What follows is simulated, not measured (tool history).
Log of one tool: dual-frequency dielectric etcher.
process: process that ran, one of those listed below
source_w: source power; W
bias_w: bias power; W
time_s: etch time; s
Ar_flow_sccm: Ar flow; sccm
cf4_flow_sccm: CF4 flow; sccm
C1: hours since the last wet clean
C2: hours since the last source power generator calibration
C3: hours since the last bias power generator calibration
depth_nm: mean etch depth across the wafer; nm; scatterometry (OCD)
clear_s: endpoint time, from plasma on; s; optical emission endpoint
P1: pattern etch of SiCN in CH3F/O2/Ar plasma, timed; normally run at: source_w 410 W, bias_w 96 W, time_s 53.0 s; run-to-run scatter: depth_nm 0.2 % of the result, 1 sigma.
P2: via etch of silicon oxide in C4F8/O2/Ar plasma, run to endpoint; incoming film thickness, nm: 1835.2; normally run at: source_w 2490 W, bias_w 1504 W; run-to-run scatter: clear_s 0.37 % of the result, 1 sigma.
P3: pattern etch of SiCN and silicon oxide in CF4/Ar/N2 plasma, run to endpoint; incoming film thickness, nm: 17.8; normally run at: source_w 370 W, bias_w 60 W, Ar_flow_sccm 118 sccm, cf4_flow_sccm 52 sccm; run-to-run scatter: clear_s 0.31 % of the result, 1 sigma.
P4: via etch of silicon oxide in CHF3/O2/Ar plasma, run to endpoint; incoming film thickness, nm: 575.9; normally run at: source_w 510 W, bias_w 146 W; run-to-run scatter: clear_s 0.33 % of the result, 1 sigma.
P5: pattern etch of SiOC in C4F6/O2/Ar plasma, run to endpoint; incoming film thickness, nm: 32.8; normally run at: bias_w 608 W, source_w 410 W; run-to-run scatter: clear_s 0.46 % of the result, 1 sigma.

run 1 hour=15.3 | process=P1 source_w=410 bias_w=96 time_s=53.0 | C1=317.1 C2=1208.6 C3=1420.3 | depth_nm=22.300
run 2 hour=29.9 | process=P1 source_w=520 bias_w=96 time_s=72.5 | C1=331.7 C2=1223.2 C3=1434.9 | depth_nm=33.246
run 3 hour=36.9 | process=P1 source_w=410 bias_w=67 time_s=53.0 | C1=338.7 C2=1230.2 C3=1441.9 | depth_nm=19.606
run 4 hour=50.7 | process=P1 source_w=410 bias_w=116 time_s=53.0 | C1=352.5 C2=1244.0 C3=1455.7 | depth_nm=23.956
run 5 hour=64.4 | process=P2 source_w=1580 bias_w=1504 | C1=366.2 C2=1257.7 C3=1469.4 | clear_s=437.4200
run 6 hour=77.6 | process=P1 source_w=410 bias_w=96 time_s=53.0 | C1=379.4 C2=1270.9 C3=1482.6 | depth_nm=22.336
run 7 hour=84.8 | process=P3 source_w=370 bias_w=60 Ar_flow_sccm=118 cf4_flow_sccm=41 | C1=386.6 C2=1278.1 C3=1489.8 | clear_s=28.9120
run 8 hour=92.4 | process=P1 source_w=410 bias_w=96 time_s=53.0 | C1=394.2 C2=1285.7 C3=1497.4 | depth_nm=22.279
run 9 hour=106.1 | process=P5 source_w=410 bias_w=356 | C1=407.9 C2=1299.4 C3=1511.1 | clear_s=12.5730
run 10 hour=113.1 | process=P1 source_w=410 bias_w=96 time_s=70.0 | C1=414.9 C2=1306.4 C3=1518.1 | depth_nm=29.384
run 11 hour=126.1 | process=P1 source_w=280 bias_w=96 time_s=53.0 | C1=427.9 C2=1319.4 C3=1531.1 | depth_nm=19.419
run 12 hour=135.8 | process=P1 source_w=410 bias_w=96 time_s=29.0 | C1=437.6 C2=1329.1 C3=1540.8 | depth_nm=12.206
run 13 hour=149.4 | process=P1 source_w=410 bias_w=96 time_s=53.0 | C1=451.2 C2=1342.7 C3=1554.4 | depth_nm=22.295
run 14 hour=158.6 | process=P2 source_w=2490 bias_w=1504 | C1=460.4 C2=1351.9 C3=1563.6 | clear_s=365.0000
run 15 hour=170.6 | process=P1 source_w=410 bias_w=96 time_s=53.0 | C1=472.4 C2=1363.9 C3=1575.6 | depth_nm=22.246
run 16 hour=179.5 | process=P1 source_w=570 bias_w=96 time_s=53.0 | C1=481.3 C2=1372.8 C3=1584.5 | depth_nm=25.316
run 17 hour=190.2 | process=P2 source_w=2490 bias_w=1089 | C1=492.0 C2=1383.5 C3=1595.2 | clear_s=395.3200
run 18 hour=201.6 | process=P3 source_w=370 bias_w=60 Ar_flow_sccm=118 cf4_flow_sccm=52 | C1=503.4 C2=1394.9 C3=1606.6 | clear_s=27.7320
run 19 hour=213.7 | process=P3 source_w=370 bias_w=39 Ar_flow_sccm=118 cf4_flow_sccm=52 | C1=515.5 C2=1407.0 C3=1618.7 | clear_s=32.2150
run 20 hour=222.3 | process=P5 source_w=530 bias_w=608 | C1=524.1 C2=1415.6 C3=1627.3 | clear_s=9.3257
run 21 hour=236.4 | process=P4 source_w=640 bias_w=146 | C1=538.2 C2=1429.7 C3=1641.4 | clear_s=297.5700
run 22 hour=245.9 | process=P4 source_w=510 bias_w=146 | C1=547.7 C2=1439.2 C3=1650.9 | clear_s=325.7300
run 23 hour=253.7 | process=P3 source_w=370 bias_w=60 Ar_flow_sccm=153 cf4_flow_sccm=52 | C1=555.5 C2=1447.0 C3=1658.7 | clear_s=28.9440
run 24 hour=267.0 | process=P4 source_w=510 bias_w=205 | C1=568.8 C2=1460.3 C3=1672.0 | clear_s=290.1100
run 25 hour=279.0 | process=P5 source_w=410 bias_w=608 | C1=580.8 C2=1472.3 C3=1684.0 | clear_s=10.2680
run 26 hour=288.9 | process=P1 source_w=340 bias_w=96 time_s=29.0 | C1=590.7 C2=1482.2 C3=1693.9 | depth_nm=11.380
run 27 hour=303.9 | process=P3 source_w=220 bias_w=60 Ar_flow_sccm=118 cf4_flow_sccm=52 | C1=605.7 C2=1497.2 C3=1708.9 | clear_s=43.7190
run 28 hour=316.3 | process=P1 source_w=410 bias_w=96 time_s=53.0 | C1=618.1 C2=1509.6 C3=1721.3 | depth_nm=22.413
run 29 hour=324.2 | process=P1 source_w=410 bias_w=96 time_s=53.0 | C1=626.0 C2=1517.5 C3=1729.2 | depth_nm=22.148
run 30 hour=333.6 | process=P1 source_w=410 bias_w=96 time_s=53.0 | C1=635.4 C2=1526.9 C3=1738.6 | depth_nm=22.136
run 31 hour=345.0 | process=P1 source_w=410 bias_w=96 time_s=53.0 | C1=646.8 C2=1538.3 C3=1750.0 | depth_nm=22.070
run 32 hour=359.8 | process=P1 source_w=410 bias_w=96 time_s=53.0 | C1=661.6 C2=1553.1 C3=1764.8 | depth_nm=22.056
-- hour=362.3 wet clean of the chamber
run 33 hour=367.2 | process=P1 source_w=410 bias_w=96 time_s=53.0 | C1=4.9 C2=1560.5 C3=1772.2 | depth_nm=21.988
run 34 hour=374.4 | process=P1 source_w=410 bias_w=96 time_s=53.0 | C1=12.1 C2=1567.7 C3=1779.4 | depth_nm=22.049
run 35 hour=382.8 | process=P1 source_w=410 bias_w=96 time_s=53.0 | C1=20.5 C2=1576.1 C3=1787.8 | depth_nm=21.935
run 36 hour=394.7 | process=P1 source_w=410 bias_w=96 time_s=53.0 | C1=32.4 C2=1588.0 C3=1799.7 | depth_nm=22.000
run 37 hour=406.8 | process=P1 source_w=410 bias_w=96 time_s=53.0 | C1=44.5 C2=1600.1 C3=1811.8 | depth_nm=21.995
run 38 hour=417.3 | process=P1 source_w=410 bias_w=96 time_s=53.0 | C1=55.0 C2=1610.6 C3=1822.3 | depth_nm=21.962

What P1 gives has crept away from where it was. These 2 causes fit the log equally well, each at the size given:
A: source power that arrives under what is set, % = 3.96
B: bias power that arrives under what is set, % = 3.93
The creep began at about hour 316.3.
Why every other cause is out:
chamber walls in a state that lowers the etch rate, %: serviced at hour 362.3, which brought nothing back

4 check runs are offered, one wafer each, their results left as question marks. Which one tells the causes apart?
run check 1 hour=427.8 | process=P4 source_w=510 bias_w=201 | clear_s=?
run check 2 hour=427.8 | process=P3 source_w=230 bias_w=41 Ar_flow_sccm=118 cf4_flow_sccm=52 | clear_s=?
run check 3 hour=427.8 | process=P2 source_w=1600 bias_w=1504 | clear_s=?
run check 4 hour=427.8 | process=P5 source_w=410 bias_w=383 | clear_s=?

What each check would give under each cause:
check=check_1 result=clear_s if_A=297.2600 if_B=296.8400
check=check_2 result=clear_s if_A=49.7890 if_B=48.7020
check=check_3 result=clear_s if_A=441.8500 if_B=439.4500
check=check_4 result=clear_s if_A=12.3980 if_B=12.3880
How far apart the two closest causes lie, in the result that separates them most: check 1 0.14 %; check 2 2.21 %; check 3 0.54 %; check 4 0.08 %
Only check 2 tells the causes apart: in the others they would give nearly the same result.

Check 2 was then run and gave: clear_s 48.5710 s. Which cause is it?

It is B: bias power that arrives under what is set, %.

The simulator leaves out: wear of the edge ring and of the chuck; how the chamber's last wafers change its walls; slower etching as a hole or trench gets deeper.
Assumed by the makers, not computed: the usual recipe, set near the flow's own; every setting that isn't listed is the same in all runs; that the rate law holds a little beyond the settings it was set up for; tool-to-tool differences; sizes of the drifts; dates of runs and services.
